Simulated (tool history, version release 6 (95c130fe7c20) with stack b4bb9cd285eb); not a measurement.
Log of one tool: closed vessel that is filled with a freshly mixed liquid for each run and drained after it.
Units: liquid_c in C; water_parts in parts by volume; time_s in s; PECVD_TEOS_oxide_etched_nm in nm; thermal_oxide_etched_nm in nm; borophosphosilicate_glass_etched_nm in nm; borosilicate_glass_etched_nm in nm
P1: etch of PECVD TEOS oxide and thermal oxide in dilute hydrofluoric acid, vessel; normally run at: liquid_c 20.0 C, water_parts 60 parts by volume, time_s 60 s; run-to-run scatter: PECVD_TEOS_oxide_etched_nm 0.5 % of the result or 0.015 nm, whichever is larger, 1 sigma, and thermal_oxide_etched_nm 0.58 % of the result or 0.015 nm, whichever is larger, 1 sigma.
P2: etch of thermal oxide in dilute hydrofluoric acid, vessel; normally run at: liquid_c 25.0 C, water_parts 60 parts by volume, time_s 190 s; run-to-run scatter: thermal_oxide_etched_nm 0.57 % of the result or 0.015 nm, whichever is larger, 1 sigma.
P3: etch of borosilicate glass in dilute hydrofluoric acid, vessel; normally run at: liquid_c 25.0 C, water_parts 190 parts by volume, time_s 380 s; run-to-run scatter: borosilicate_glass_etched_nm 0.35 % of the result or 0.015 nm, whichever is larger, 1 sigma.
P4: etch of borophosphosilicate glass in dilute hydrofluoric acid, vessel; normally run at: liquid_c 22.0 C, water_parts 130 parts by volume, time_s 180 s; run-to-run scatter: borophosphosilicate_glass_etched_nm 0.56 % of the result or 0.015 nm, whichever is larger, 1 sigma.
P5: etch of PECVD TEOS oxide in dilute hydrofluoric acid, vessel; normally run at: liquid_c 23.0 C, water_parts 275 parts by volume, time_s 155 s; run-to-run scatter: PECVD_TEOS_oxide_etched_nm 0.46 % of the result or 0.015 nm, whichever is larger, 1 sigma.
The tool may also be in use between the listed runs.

| run | day | process | liquid_c | water_parts | time_s | hours since the thermometer was replaced | hours since the hydrofluoric acid flow meter was replaced | PECVD_TEOS_oxide_etched_nm | thermal_oxide_etched_nm | borophosphosilicate_glass_etched_nm | borosilicate_glass_etched_nm |
|---|---|---|---|---|---|---|---|---|---|---|---|
| 1 | 0.304 | P1 | 20.0 | 60 | 60 | 581.9 | 859.2 | 11.5570 | 4.1985 |  |  |
| 2 | 0.546 | P1 | 17.0 | 60 | 105 | 587.7 | 865.0 | 17.6510 | 6.4343 |  |  |
| 3 | 0.771 | P1 | 20.0 | 95 | 60 | 593.1 | 870.4 | 7.0337 | 2.5436 |  |  |
| 4 | 1.038 | P5 | 23.0 | 275 | 155 | 599.5 | 876.8 | 11.4460 |  |  |  |
| 5 | 1.325 | P4 | 22.0 | 130 | 180 | 606.4 | 883.7 |  |  | 53.120 |  |
| 6 | 1.604 | P3 | 20.5 | 190 | 380 | 613.1 | 890.4 |  |  |  | 27.806 |
| 7 | 1.771 | P1 | 20.0 | 30 | 60 | 617.1 | 894.4 | 23.9410 | 8.5745 |  |  |
| 8 | 2.000 | P4 | 17.0 | 130 | 180 | 622.6 | 899.9 |  |  | 43.181 |  |
| 9 | 2.167 | P1 | 20.0 | 60 | 100 | 626.6 | 903.9 | 19.2920 | 6.9434 |  |  |
| 10 | 2.438 | P1 | 20.0 | 60 | 60 | 633.1 | 910.4 | 11.5430 | 4.2093 |  |  |
| 11 | 2.721 | P5 | 23.0 | 275 | 155 | 639.9 | 917.2 | 11.4980 |  |  |  |
| 12 | 2.950 | P4 | 22.0 | 130 | 310 | 645.4 | 922.7 |  |  | 91.440 |  |
| 13 | 3.162 | P2 | 25.0 | 60 | 190 | 650.5 | 927.8 |  | 16.5670 |  |  |
| 14 | 3.421 | P4 | 22.0 | 200 | 180 | 656.7 | 934.0 |  |  | 31.708 |  |
| 15 | 3.638 | P5 | 23.0 | 455 | 155 | 661.9 | 939.2 | 5.8557 |  |  |  |
| 16 | 3.933 | P1 | 20.0 | 60 | 60 | 669.0 | 946.3 | 11.5000 | 4.2068 |  |  |
| 17 | 4.192 | P3 | 25.0 | 35 | 380 | 675.2 | 952.5 |  |  |  | 216.340 |
| 18 | 4.412 | P1 | 20.0 | 60 | 60 | 680.5 | 957.8 | 11.5580 | 4.1570 |  |  |
| 19 | 4.683 | P5 | 19.0 | 275 | 155 | 687.0 | 964.3 | 9.7556 |  |  |  |
| 20 | 4.833 | P5 | 23.0 | 275 | 30 | 690.6 | 967.9 | 2.2072 |  |  |  |
| 21 | 5.062 | P2 | 25.0 | 60 | 360 | 696.1 | 973.4 |  | 31.6220 |  |  |
| 22 | 5.358 | P3 | 25.0 | 190 | 380 | 703.2 | 980.5 |  |  |  | 32.976 |
| 23 | 5.521 | P2 | 25.0 | 100 | 190 | 707.1 | 984.4 |  | 9.4395 |  |  |
| 24 | 5.667 | P4 | 22.0 | 130 | 180 | 710.6 | 987.9 |  |  | 53.330 |  |
| 25 | 5.971 | P3 | 25.0 | 190 | 380 | 717.9 | 995.2 |  |  |  | 33.007 |

Run 26 comes next. What will it give?
| 26 | 6.212 | P1 | 20.0 | 60 | 30 | 723.7 | 1001.0 | ? | ? |  |  |

Run 26 gave PECVD_TEOS_oxide_etched_nm 5.8030 nm, thermal_oxide_etched_nm 2.0818 nm.
